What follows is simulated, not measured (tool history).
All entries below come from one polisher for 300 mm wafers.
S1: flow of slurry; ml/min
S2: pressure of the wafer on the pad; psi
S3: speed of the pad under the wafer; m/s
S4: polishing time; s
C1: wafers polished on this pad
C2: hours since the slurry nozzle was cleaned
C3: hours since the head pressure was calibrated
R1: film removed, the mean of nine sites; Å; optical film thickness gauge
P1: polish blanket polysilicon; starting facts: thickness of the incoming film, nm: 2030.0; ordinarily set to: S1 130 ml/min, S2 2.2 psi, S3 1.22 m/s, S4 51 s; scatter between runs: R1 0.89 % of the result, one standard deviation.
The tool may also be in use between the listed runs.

run    day   S1   S2    S3  S4    C1     C2     C3      R1
  1  0.433  130  2.2  1.22  51   624    139  312.7  3289.2
  2   0.65  130  2.2  1.22  51   700  144.2  317.9  3236.7
  3  1.017  130  2.2  1.22  51   828    153  326.7  3221.1
  4  1.217  130  2.2  1.22  51   898  157.8  331.5  3302.7
  5  1.496  130  2.2  0.74  51   995  164.5  338.2  1976.6
  6  1.704  185  2.2  1.22  51  1068  169.5  343.2  3498.1
  7  2.083  130    3  0.68  51  1201  178.6  352.3  2469.7
  8  2.321  130  2.2  1.22  34  1284  184.3    358  2179.1
  9  2.679  130  1.3  1.22  51  1409  192.9  366.6  1916.7
 10  3.096   80  2.2  1.22  51  1555  202.9  376.6    2880
 11  3.488  130  3.3  1.22  51  1691  212.3    386  4866.5
 12  3.812  130  2.2  1.22  51  1805  220.1  393.8  3251.8
 13  4.092  130  2.2  1.22  51  1903  226.8  400.5  3282.2
 14  4.383  130  2.2  1.22  71  2005  233.8  407.5  4563.2
 15    4.7  130  2.2   1.9  51  2115  241.4  415.1  5074.5
 16  4.908  130  2.2  1.22  51  2188  246.4  420.1  3250.3
 17  5.167  130  2.2  1.22  51  2279  252.6  426.3  3071.3
 18  5.421  130  2.2  1.22  51  2367  258.7  432.4  2977.3
     5.542  -- head pressure recalibrated
 19  5.654  130  2.2  1.22  51  2449  264.3    2.7  3010.4
 20  5.917  130  2.2  1.22  51  2541  270.6      9  2981.3
 21  6.142  130  2.2  1.22  51  2619    276   14.4  2969.7
 22   6.35  130  2.2  1.22  51  2692    281   19.4  2932.5

The log shows P1 creeping away from where it was. Any of the 2 causes listed here, at the size stated for it, fits the log just as well as the others:
A: removal rate lost through wear of the pad, % = 9.54
B: slurry flow missing at the pad, % = 34.3
The drift started at roughly day 4.908.
Other possible causes, and why each is ruled out:
head's pressure below its setpoint, %: was serviced at day 5.542, once the creep was under way, yet the earlier output never came back

The 4 check runs listed below each average the results of 2 wafers, and their outcomes are marked with question marks. Under which run would the listed causes produce clearly different results?
check 1  6.558  130  2.2  1.62  51               ?
check 2  6.558  130  2.2  0.88  51               ?
check 3  6.558  130  3.1  1.22  51               ?
check 4  6.558   80  2.2  1.22  51               ?

What every check run would give for each of its results, assuming each possible cause in turn:
  check  result    if A    if B
check 1      R1  3911.9  3911.1
check 2      R1    2125  2124.6
check 3      R1  4151.2  4150.4
check 4      R1  2613.6  2481.6
Per check, the gap between the least separated pair of causes, taken in the result that splits them most: check 1 0.02 %; check 2 0.02 %; check 3 0.02 %; check 4 5.18 %
Only in check 4 would the causes give clearly different results; in the remaining checks their results would be nearly the same.

Check 4 has now been run. It gave: R1 2623.8 Å. Which of the candidate causes is it?

It was cause A: removal rate lost through wear of the pad, %.
